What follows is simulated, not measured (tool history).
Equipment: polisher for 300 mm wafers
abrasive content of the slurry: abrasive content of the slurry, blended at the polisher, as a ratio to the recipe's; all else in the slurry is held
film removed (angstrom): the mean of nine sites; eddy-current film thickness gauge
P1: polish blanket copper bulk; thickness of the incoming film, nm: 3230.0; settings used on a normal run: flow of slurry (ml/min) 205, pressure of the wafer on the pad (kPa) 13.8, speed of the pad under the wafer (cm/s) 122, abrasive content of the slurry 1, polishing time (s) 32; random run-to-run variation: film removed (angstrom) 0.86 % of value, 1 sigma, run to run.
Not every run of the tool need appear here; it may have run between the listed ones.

run,hour,flow of slurry (ml/min),pressure of the wafer on the pad (kPa),speed of the pad under the wafer (cm/s),abrasive content of the slurry,polishing time (s),wafers polished on this pad,hours since the slurry nozzle was cleaned,hours since the head pressure was calibrated,hours since the slurry blender was calibrated,film removed (angstrom)
1,2.9,205,13.8,122,1,32,193,248.8,171,179.4,2393.1
2,5.5,205,13.8,122,1.4,32,231,251.4,173.6,182,2529.5
3,8.9,205,18.6,122,1,32,281,254.8,177,185.4,3218.7
# hour 11.1: head pressure recalibrated
4,12.1,205,6.2,122,1,32,328,258,1.1,188.6,1057.7
# hour 13.6: slurry blender recalibrated
5,14.6,205,13.8,122,1,32,365,260.5,3.6,1,2384.6
6,19.9,125,13.8,122,1,32,443,265.8,8.9,6.3,2182.3
7,23.6,205,13.8,64,1,32,498,269.5,12.6,10,1226.6
8,28.3,205,13.8,122,1,32,567,274.2,17.3,14.7,2341.9
9,33,205,13.8,122,1,32,637,278.9,22,19.4,2325.4
10,38.1,205,13.8,122,1.3,24,712,284,27.1,24.5,1851.9
11,43.1,205,13.8,122,1,32,786,289,32.1,29.5,2355.6
# hour 45.8: slurry nozzle cleaned
12,47.6,205,13.8,122,1,44,852,1.8,36.6,34,3227.7
# hour 51.5: worn pad replaced by a new one
13,52,280,13.8,122,1,32,7,6.2,41,38.4,2445.2
14,57,205,13.8,122,0.5,32,81,11.2,46,43.4,2053
15,60,205,13.8,122,1,17,125,14.2,49,46.4,1263.7
16,64.8,205,13.8,192,1,32,196,19,53.8,51.2,3752.7
17,68.1,205,13.8,122,1,32,245,22.3,57.1,54.5,2340.6
18,72.3,205,13.8,122,1,32,307,26.5,61.3,58.7,2399.3
19,75.1,205,13.8,122,1,32,348,29.3,64.1,61.5,2378.9
20,78.2,205,13.8,122,1,32,394,32.4,67.2,64.6,2311.4
21,81.9,205,13.8,122,1,32,448,36.1,70.9,68.3,2256.1
22,86.4,205,13.8,122,1,32,515,40.6,75.4,72.8,2233.5
# hour 90.6: head pressure recalibrated
23,91.1,205,13.8,122,1,32,584,45.3,0.5,77.5,2231.7
# hour 94.4: worn pad replaced by a new one
24,95.6,205,13.8,122,1,32,18,49.8,5,82,2199.3
25,99.2,205,13.8,122,1,32,71,53.4,8.6,85.6,2221.4
26,102.5,205,13.8,122,1,32,120,56.7,11.9,88.9,2173.3
27,105.1,205,13.8,122,1,32,158,59.3,14.5,91.5,2204.9
28,107.8,205,13.8,122,1,32,198,62,17.2,94.2,2193.7
29,110.3,205,13.8,122,1,32,235,64.5,19.7,96.7,2170.2
30,114.1,205,13.8,122,1,32,291,68.3,23.5,100.5,2201

What P1 gives has crept away from where it was. These 2 causes fit the log equally well, each at the size given:
A: slurry flow missing at the pad, % = 37.6
B: abrasive missing from the slurry, % = 30.5
Creep in the process output first set in at about hour 75.1.
Excluded causes, each with its reason:
removal rate lost through wear of the pad, %: was serviced at hour 94.4, once the creep was under way, yet the earlier output never came back
head's pressure below its setpoint, %: was serviced at hour 90.6, once the creep was under way, yet the earlier output never came back

The 4 check runs listed below each average the results of 2 wafers, and their outcomes are marked with question marks. Under which run would the listed causes produce clearly different results?
check 1,117.9,125,13.8,150,1,32,,,,,?
check 2,117.9,205,13.8,122,0.55,32,,,,,?
check 3,117.9,205,6.9,122,1,32,,,,,?
check 4,117.9,205,13.8,182,1.35,32,,,,,?

Check results expected under each cause:
check,result,if A,if B
check 1,film removed (angstrom),2375.6,2480.7
check 2,film removed (angstrom),1933.6,1945.3
check 3,film removed (angstrom),1093.9,1094.1
check 4,film removed (angstrom),3484.4,3475.5
How far apart the two closest causes lie, in the result that separates them most: check 1 4.33 %; check 2 0.6 %; check 3 0.02 %; check 4 0.25 %
Of the check runs offered, only check 1 discriminates between the causes; the rest would read about the same regardless of which cause applies.

Check 1 was carried out, with these results: film removed (angstrom) 2382.7. Which of the listed causes is responsible?

A is the cause: slurry flow missing at the pad, %.
